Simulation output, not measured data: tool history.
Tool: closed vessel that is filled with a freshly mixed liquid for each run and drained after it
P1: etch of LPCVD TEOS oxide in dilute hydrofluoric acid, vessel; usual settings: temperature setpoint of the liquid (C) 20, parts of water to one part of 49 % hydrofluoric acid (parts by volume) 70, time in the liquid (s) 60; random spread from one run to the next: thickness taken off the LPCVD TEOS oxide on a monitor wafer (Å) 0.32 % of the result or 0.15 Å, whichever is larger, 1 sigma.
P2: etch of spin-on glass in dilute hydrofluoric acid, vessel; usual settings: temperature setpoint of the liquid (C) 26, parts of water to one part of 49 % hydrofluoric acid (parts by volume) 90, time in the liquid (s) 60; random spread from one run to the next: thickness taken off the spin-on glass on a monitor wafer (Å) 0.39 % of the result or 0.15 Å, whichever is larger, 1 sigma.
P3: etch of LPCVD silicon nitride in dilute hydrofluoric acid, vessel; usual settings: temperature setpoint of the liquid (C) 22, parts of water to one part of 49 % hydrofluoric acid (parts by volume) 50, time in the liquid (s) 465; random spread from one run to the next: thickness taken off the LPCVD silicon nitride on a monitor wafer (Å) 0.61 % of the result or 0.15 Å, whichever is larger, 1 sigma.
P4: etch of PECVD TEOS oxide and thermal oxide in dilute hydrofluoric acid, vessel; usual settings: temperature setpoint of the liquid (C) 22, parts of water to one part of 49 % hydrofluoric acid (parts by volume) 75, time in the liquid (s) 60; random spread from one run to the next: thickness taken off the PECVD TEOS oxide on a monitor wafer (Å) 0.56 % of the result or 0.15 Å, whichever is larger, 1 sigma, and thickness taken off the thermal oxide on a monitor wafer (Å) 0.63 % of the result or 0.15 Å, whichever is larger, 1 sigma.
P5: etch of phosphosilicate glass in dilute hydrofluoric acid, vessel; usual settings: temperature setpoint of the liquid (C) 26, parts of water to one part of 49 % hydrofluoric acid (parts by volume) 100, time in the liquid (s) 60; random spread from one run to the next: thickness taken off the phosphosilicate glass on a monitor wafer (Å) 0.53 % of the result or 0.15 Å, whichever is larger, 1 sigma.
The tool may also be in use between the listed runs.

| run | hour | process that ran | temperature setpoint of the liquid (C) | parts of water to one part of 49 % hydrofluoric acid (parts by volume) | time in the liquid (s) | thickness taken off the LPCVD TEOS oxide on a monitor wafer (Å) | thickness taken off the phosphosilicate glass on a monitor wafer (Å) | thickness taken off the PECVD TEOS oxide on a monitor wafer (Å) | thickness taken off the thermal oxide on a monitor wafer (Å) | thickness taken off the LPCVD silicon nitride on a monitor wafer (Å) | thickness taken off the spin-on glass on a monitor wafer (Å) |
|---|---|---|---|---|---|---|---|---|---|---|---|
| 1 | 3.6 | P1 | 20 | 70 | 60 | 355.29 |  |  |  |  |  |
| 2 | 5.7 | P5 | 32.5 | 100 | 60 |  | 1172.2 |  |  |  |  |
| 3 | 8.3 | P4 | 29 | 75 | 60 |  |  | 131.41 | 49.187 |  |  |
| 4 | 10.2 | P4 | 22 | 105 | 60 |  |  | 68.284 | 26.293 |  |  |
| 5 | 14.5 | P1 | 20 | 70 | 60 | 354.65 |  |  |  |  |  |
| 6 | 18.9 | P4 | 22 | 75 | 60 |  |  | 99.138 | 37.446 |  |  |
| 7 | 21.6 | P1 | 20 | 70 | 60 | 353.85 |  |  |  |  |  |
| 8 | 24.2 | P4 | 22 | 75 | 115 |  |  | 187.82 | 72.293 |  |  |
| 9 | 28.2 | P3 | 22 | 75 | 465 |  |  |  |  | 28.608 |  |
| 10 | 31.9 | P1 | 20 | 70 | 60 | 355.23 |  |  |  |  |  |
| 11 | 35.2 | P1 | 20 | 70 | 60 | 356.04 |  |  |  |  |  |
| 12 | 37.6 | P2 | 26 | 90 | 30 |  |  |  |  |  | 147.06 |
| 13 | 40.7 | P1 | 20 | 20 | 60 | 1318.7 |  |  |  |  |  |
| 14 | 43.7 | P2 | 30.5 | 90 | 60 |  |  |  |  |  | 352.76 |
| 15 | 46.3 | P1 | 20 | 70 | 60 | 354.54 |  |  |  |  |  |
| 16 | 48.2 | P1 | 20 | 70 | 30 | 177.5 |  |  |  |  |  |
|  | 52.3 | thermometer replaced |
| 17 | 52.4 | P2 | 26 | 90 | 60 |  |  |  |  |  | 294.1 |
| 18 | 56.5 | P3 | 22 | 50 | 785 |  |  |  |  | 73.114 |  |
| 19 | 59.6 | P1 | 20 | 70 | 60 | 354.01 |  |  |  |  |  |
| 20 | 62.8 | P3 | 22 | 50 | 465 |  |  |  |  | 44.073 |  |
| 21 | 66.1 | P5 | 26 | 100 | 85 |  | 1295.5 |  |  |  |  |
| 22 | 68.8 | P5 | 26 | 100 | 60 |  | 917.34 |  |  |  |  |
| 23 | 73.1 | P5 | 26 | 140 | 60 |  | 625.06 |  |  |  |  |
| 24 | 75.7 | P1 | 26 | 70 | 105 | 791.65 |  |  |  |  |  |
| 25 | 78.5 | P5 | 26 | 100 | 60 |  | 915.76 |  |  |  |  |
| 26 | 82.6 | P1 | 20 | 120 | 60 | 194.91 |  |  |  |  |  |
| 27 | 85.6 | P3 | 27.5 | 50 | 465 |  |  |  |  | 62.516 |  |
| 28 | 90 | P1 | 20 | 70 | 105 | 622.06 |  |  |  |  |  |
| 29 | 92.3 | P1 | 28.5 | 70 | 60 | 499.34 |  |  |  |  |  |
| 30 | 94.3 | P2 | 26 | 135 | 60 |  |  |  |  |  | 186.67 |
| 31 | 96.2 | P1 | 17 | 70 | 60 | 310.03 |  |  |  |  |  |
| 32 | 98.3 | P1 | 20 | 70 | 60 | 354.37 |  |  |  |  |  |
| 33 | 101.2 | P1 | 20 | 70 | 60 | 368.4 |  |  |  |  |  |
| 34 | 104 | P1 | 20 | 70 | 60 | 380.94 |  |  |  |  |  |
| 35 | 106.3 | P1 | 20 | 70 | 60 | 383.29 |  |  |  |  |  |
| 36 | 110.8 | P1 | 20 | 70 | 60 | 388.63 |  |  |  |  |  |
| 37 | 113.9 | P1 | 20 | 70 | 60 | 386.64 |  |  |  |  |  |
| 38 | 116.3 | P1 | 20 | 70 | 60 | 390.31 |  |  |  |  |  |
| 39 | 119.1 | P1 | 20 | 70 | 60 | 390.73 |  |  |  |  |  |

Something has made what P1 gives creep away from where it was; the 2 causes below, each at its own stated size, fit the log equally well:
A: hydrofluoric acid flow above the setpoint (%) = 9.4
B: liquid hotter than its thermometer reads (K) = 2.34
The drift started at roughly hour 98.3.

Which of the 4 check runs listed below separates the causes, so that each cause would produce a clearly different result? Each run uses one wafer, and its results are marked with question marks.
| check 1 | 121.9 | P3 | 22 | 50 | 465 |  |  |  |  | ? |  |
| check 2 | 121.9 | P2 | 26 | 90 | 60 |  |  |  |  |  | ? |
| check 3 | 121.9 | P5 | 26 | 100 | 60 |  | ? |  |  |  |  |
| check 4 | 121.9 | P4 | 22 | 75 | 60 |  |  | ? | ? |  |  |

Check results expected under each cause:
| check | result | if A | if B |
|---|---|---|---|
| check 1 | thickness taken off the LPCVD silicon nitride on a monitor wafer (Å) | 47.161 | 50.638 |
| check 2 | thickness taken off the spin-on glass on a monitor wafer (Å) | 326.03 | 323.04 |
| check 3 | thickness taken off the phosphosilicate glass on a monitor wafer (Å) | 1014.5 | 1003.5 |
| check 4 | thickness taken off the PECVD TEOS oxide on a monitor wafer (Å) | 109.13 | 108.86 |
| check 4 | thickness taken off the thermal oxide on a monitor wafer (Å) | 41.292 | 41.187 |
Per-check spread between the two closest causes, in the result where they differ most: check 1 7.11 %; check 2 0.92 %; check 3 1.09 %; check 4 0.25 %
Check 1 is the one run that separates the causes; every other check would come out nearly the same whichever cause is at work.

Running check 1 produced the following: thickness taken off the LPCVD silicon nitride on a monitor wafer (Å) 50.866. Which one of the listed causes fits?

It is B: liquid hotter than its thermometer reads (K).
